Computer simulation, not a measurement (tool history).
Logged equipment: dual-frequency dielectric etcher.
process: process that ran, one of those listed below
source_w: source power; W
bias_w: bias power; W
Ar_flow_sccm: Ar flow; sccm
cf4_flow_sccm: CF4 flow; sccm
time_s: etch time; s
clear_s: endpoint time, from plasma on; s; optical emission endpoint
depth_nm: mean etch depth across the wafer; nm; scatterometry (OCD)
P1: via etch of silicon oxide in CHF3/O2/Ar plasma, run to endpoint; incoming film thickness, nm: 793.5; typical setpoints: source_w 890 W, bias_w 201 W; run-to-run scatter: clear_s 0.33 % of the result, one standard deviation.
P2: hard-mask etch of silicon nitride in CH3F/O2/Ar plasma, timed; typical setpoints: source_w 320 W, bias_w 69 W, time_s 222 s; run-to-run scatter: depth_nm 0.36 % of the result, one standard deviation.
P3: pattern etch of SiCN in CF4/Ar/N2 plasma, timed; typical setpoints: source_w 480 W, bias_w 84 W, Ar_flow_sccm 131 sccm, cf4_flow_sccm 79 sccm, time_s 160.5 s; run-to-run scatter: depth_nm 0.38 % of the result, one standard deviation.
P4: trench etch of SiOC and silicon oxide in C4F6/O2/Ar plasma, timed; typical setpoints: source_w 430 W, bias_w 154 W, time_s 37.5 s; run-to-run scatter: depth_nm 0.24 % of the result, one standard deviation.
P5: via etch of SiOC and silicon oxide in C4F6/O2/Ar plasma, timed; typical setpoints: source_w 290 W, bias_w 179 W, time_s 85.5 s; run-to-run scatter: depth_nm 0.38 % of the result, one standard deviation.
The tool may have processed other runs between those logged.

run   hour  process  source_w  bias_w  Ar_flow_sccm  cf4_flow_sccm  time_s  clear_s  depth_nm
  1    8.6       P1       890     201                                        341.93
  2   17.2       P3       480      84           131            108   160.5             158.39
  3   25.1       P5       210     179                                 85.5             75.489
  4   32.1       P5       290     179                                 85.5             85.534
  5   36.5       P4       570     154                                 37.5             81.682
  6   45.2       P1       640     201                                        391.51
  7   51.3       P2       320      69                                  222             139.02
  8     60       P1       890     201                                        343.06
  9   65.9       P3       480      60           131             79   160.5             134.72
 10   70.7       P2       320      69                                  222             138.96
 11   79.3       P4       430     154                                 21.5             42.041
 12   87.9       P1      1110     156                                        340.55
 13     95       P2       410      69                                  222             152.09
 14  100.1       P5       290     179                                 85.5             85.095
 15  107.9       P1       890     127                                        397.65
 16  112.7       P3       480      84            77             79   160.5             163.07
 17  121.8       P3       480      84           131             79     206             194.76
 18  128.2       P1       890     201                                        342.99
 19  134.2       P5       290     121                                 85.5             75.627
 20  141.4       P1       740     165                                        393.44
 21    149       P2       320      51                                  222             125.81
 22  157.8       P2       320      69                                135.5             84.996
 23  164.5       P1       890     201                                        342.04
 24  169.3       P1      1190     130                                        350.46
 25  174.1       P1      1150     201                                        311.97
 26  181.5       P4       430     154                                 37.5             73.601
 27    188       P3       610      84           131             79   160.5             186.21
 28  194.9       P1       890     201                                        342.87
 29  199.7       P1       890     274                                        309.25
 30  207.7       P5       290     179                                   56             55.971
 31  214.4       P4       430      94                                 37.5             63.851
 32  222.1       P1       890     201                                        344.09
 33  228.9       P3       480      84           131             79   160.5             152.39

Run 34 comes next. What will it give?
 34  235.9       P1       890     201                                             ?

For run 34 the tool returned clear_s 342.33 s.
